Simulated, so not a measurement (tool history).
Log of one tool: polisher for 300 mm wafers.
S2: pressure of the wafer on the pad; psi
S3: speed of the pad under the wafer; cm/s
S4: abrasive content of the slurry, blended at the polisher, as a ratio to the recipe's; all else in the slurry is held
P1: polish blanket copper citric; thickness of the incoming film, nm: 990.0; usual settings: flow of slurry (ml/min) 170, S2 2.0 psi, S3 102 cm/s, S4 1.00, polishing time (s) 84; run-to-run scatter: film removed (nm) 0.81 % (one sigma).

run 1 hour=12.8 | flow_of_slurry_(ml/min)=170 S2=2.0 S3=102 S4=1.00 polishing_time_(s)=84 | film_removed_(nm)=139.540
-- hour=19.9 head pressure recalibrated
run 2 hour=23.3 | flow_of_slurry_(ml/min)=170 S2=2.0 S3=102 S4=1.00 polishing_time_(s)=114 | film_removed_(nm)=189.640
run 3 hour=33.1 | flow_of_slurry_(ml/min)=100 S2=2.0 S3=140 S4=1.00 polishing_time_(s)=84 | film_removed_(nm)=170.440
run 4 hour=40.3 | flow_of_slurry_(ml/min)=245 S2=2.0 S3=102 S4=1.00 polishing_time_(s)=84 | film_removed_(nm)=147.550
run 5 hour=51.7 | flow_of_slurry_(ml/min)=170 S2=2.0 S3=102 S4=1.00 polishing_time_(s)=84 | film_removed_(nm)=140.890
run 6 hour=58.8 | flow_of_slurry_(ml/min)=170 S2=2.0 S3=102 S4=1.00 polishing_time_(s)=84 | film_removed_(nm)=138.780
run 7 hour=71.9 | flow_of_slurry_(ml/min)=170 S2=2.0 S3=102 S4=1.50 polishing_time_(s)=84 | film_removed_(nm)=152.160
run 8 hour=83.8 | flow_of_slurry_(ml/min)=170 S2=2.0 S3=102 S4=1.00 polishing_time_(s)=84 | film_removed_(nm)=138.800
run 9 hour=94.4 | flow_of_slurry_(ml/min)=170 S2=1.0 S3=102 S4=0.75 polishing_time_(s)=84 | film_removed_(nm)=67.588
run 10 hour=104.5 | flow_of_slurry_(ml/min)=170 S2=1.4 S3=158 S4=1.00 polishing_time_(s)=84 | film_removed_(nm)=148.690
run 11 hour=115.8 | flow_of_slurry_(ml/min)=170 S2=2.0 S3=102 S4=1.00 polishing_time_(s)=54 | film_removed_(nm)=89.300
run 12 hour=122.5 | flow_of_slurry_(ml/min)=170 S2=2.7 S3=102 S4=1.00 polishing_time_(s)=84 | film_removed_(nm)=183.640
run 13 hour=135.6 | flow_of_slurry_(ml/min)=170 S2=2.0 S3=102 S4=1.00 polishing_time_(s)=84 | film_removed_(nm)=139.330
run 14 hour=146.0 | flow_of_slurry_(ml/min)=100 S2=2.0 S3=102 S4=1.00 polishing_time_(s)=84 | film_removed_(nm)=125.160
run 15 hour=153.2 | flow_of_slurry_(ml/min)=170 S2=0.9 S3=102 S4=1.00 polishing_time_(s)=84 | film_removed_(nm)=65.418

The next listed run, before its measurement:
run 16 hour=160.0 | flow_of_slurry_(ml/min)=170 S2=2.0 S3=160 S4=1.00 polishing_time_(s)=84 | film_removed_(nm)=?

film removed (nm): 214.990
